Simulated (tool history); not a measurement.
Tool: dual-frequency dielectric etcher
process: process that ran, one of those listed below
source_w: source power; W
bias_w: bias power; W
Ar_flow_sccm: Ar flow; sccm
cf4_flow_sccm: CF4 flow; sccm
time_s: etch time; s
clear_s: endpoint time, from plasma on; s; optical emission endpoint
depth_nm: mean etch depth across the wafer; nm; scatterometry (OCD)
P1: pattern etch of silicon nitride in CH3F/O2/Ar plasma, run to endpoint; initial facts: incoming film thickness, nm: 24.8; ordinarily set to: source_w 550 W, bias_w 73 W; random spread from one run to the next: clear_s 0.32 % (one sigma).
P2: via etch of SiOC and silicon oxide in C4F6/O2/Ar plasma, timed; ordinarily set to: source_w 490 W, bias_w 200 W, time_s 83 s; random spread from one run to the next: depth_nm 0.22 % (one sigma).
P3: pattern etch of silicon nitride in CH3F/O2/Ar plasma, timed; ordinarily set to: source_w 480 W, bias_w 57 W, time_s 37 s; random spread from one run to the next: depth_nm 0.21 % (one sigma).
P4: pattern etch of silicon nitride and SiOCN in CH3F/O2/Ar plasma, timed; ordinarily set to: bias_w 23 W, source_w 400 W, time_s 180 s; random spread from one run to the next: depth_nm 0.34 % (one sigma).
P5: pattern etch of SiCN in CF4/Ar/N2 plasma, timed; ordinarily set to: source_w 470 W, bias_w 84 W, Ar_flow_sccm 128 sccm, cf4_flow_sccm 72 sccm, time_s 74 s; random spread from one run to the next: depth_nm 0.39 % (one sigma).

run	hour	process	source_w	bias_w	Ar_flow_sccm	cf4_flow_sccm	time_s	hours since the last wet clean	hours since the last source power generator calibration	hours since the last bias power generator calibration	clear_s	depth_nm
1	8.7	P1	550	73				112.7	1015.5	1202.5	31.399	
2	20	P1	750	73				124	1026.8	1213.8	27.937	
3	30.8	P1	330	73				134.8	1037.6	1224.6	38.298	
4	39.7	P1	550	73				143.7	1046.5	1233.5	31.637	
5	47.7	P1	360	47				151.7	1054.5	1241.5	43.088	
6	53.7	P5	470	84	128	72	74	157.7	1060.5	1247.5		67.809
7	61.9	P1	410	94				165.9	1068.7	1255.7	32.435	
8	70.8	P5	470	84	128	72	93	174.8	1077.6	1264.6		85.182
9	80.6	P1	550	73				184.6	1087.4	1274.4	31.729	
10	90.3	P3	480	57			37	194.3	1097.1	1284.1		25.655
11	95.8	P1	550	55				199.8	1102.6	1289.6	34.628	
12	106.4	P1	550	73				210.4	1113.2	1300.2	31.467	
13	112.3	P2	690	200			83	216.3	1119.1	1306.1		123.87
14	120.6	P2	490	200			83	224.6	1127.4	1314.4		108.58
15	130.8	P3	480	69			37	234.8	1137.6	1324.6		27.26
16	136.7	P3	480	57			52	240.7	1143.5	1330.5		35.964
17	145.9	P4	400	23			129.5	249.9	1152.7	1339.7		17.273
18	155.7	P1	550	73				259.7	1162.5	1349.5	31.38	
19	161.7	P2	490	120			83	265.7	1168.5	1355.5		93.238
20	169.7	P3	480	57			37	273.7	1176.5	1363.5		25.702
21	175.9	P4	400	13			180	279.9	1182.7	1369.7		18.939
22	182.2	P5	470	84	83	72	74	286.2	1189	1376		71.795
23	191.6	P1	550	103				295.6	1198.4	1385.4	28.051	
# hour 196.2: wet clean of the chamber
24	199.5	P4	400	23			180	3.3	1206.3	1393.3		23.999
25	209.7	P1	330	87				13.5	1216.5	1403.5	36.261	
26	219.1	P2	490	200			120	22.9	1225.9	1412.9		157.47
27	227.2	P5	650	84	128	72	74	31	1234	1421		89.457
28	238.3	P5	470	84	128	50	74	42.1	1245.1	1432.1		63.816
29	248.4	P4	400	23			180	52.2	1255.2	1442.2		23.936
30	256.7	P4	560	23			180	60.5	1263.5	1450.5		26.919
31	262.2	P5	470	56	128	72	74	66	1269	1456		58.875
32	272.3	P1	550	73				76.1	1279.1	1466.1	31.503	
33	281.6	P3	330	57			37	85.4	1288.4	1475.4		22.121
34	290.5	P1	550	73				94.3	1297.3	1484.3	31.579	
35	301.4	P1	550	73				105.2	1308.2	1495.2	31.298	
36	308.7	P1	550	73				112.5	1315.5	1502.5	31.056	
37	318.2	P1	550	73				122	1325	1512	31.205	
# hour 319.9: wet clean of the chamber
38	328.3	P1	550	73				8.5	1335.1	1522.1	30.976	
39	337.5	P1	550	73				17.7	1344.3	1531.3	31.191	
40	347.6	P1	550	73				27.8	1354.4	1541.4	31.088	
41	357.5	P1	550	73				37.7	1364.3	1551.3	31.01	
42	363.2	P1	550	73				43.4	1370	1557	30.956	
43	369	P1	550	73				49.2	1375.8	1562.8	31.113	

The output of P1 has drifted from where it used to be. Each of the 2 causes below, taken at the size shown beside it, accounts for the log equally well:
A: source power that arrives over what is set, % = 4.2
B: bias power that arrives over what is set, % = 4.78
At approximately hour 290.5, the process output began to creep.
Excluded causes, each with its reason:
chamber walls in a state that raises the etch rate, %: maintenance at hour 319.9, after the shift began, did not return the process to its former output

Below are 4 check runs, each averaged over 2 wafers, with their results shown as question marks. Which of them would give clearly different results depending on which cause is behind the drift?
check 1	374.8	P3	400	57			52					?
check 2	374.8	P5	630	84	86	72	74					?
check 3	374.8	P2	590	127			83					?
check 4	374.8	P4	480	13			180					?

Check results expected under each cause:
check	result	if A	if B
check 1	depth_nm	34.182	34.16
check 2	depth_nm	96.272	94.341
check 3	depth_nm	103.6	103.3
check 4	depth_nm	20.487	20.543
Per check, the gap between the least separated pair of causes, taken in the result that splits them most: check 1 0.06 %; check 2 2.03 %; check 3 0.29 %; check 4 0.27 %
The other checks would show nearly matching results whichever cause is true, so check 2 is the only one that separates the causes.

Check 2 was then run and gave: depth_nm 96.4 nm. Which cause is it?

It is A: source power that arrives over what is set, %.
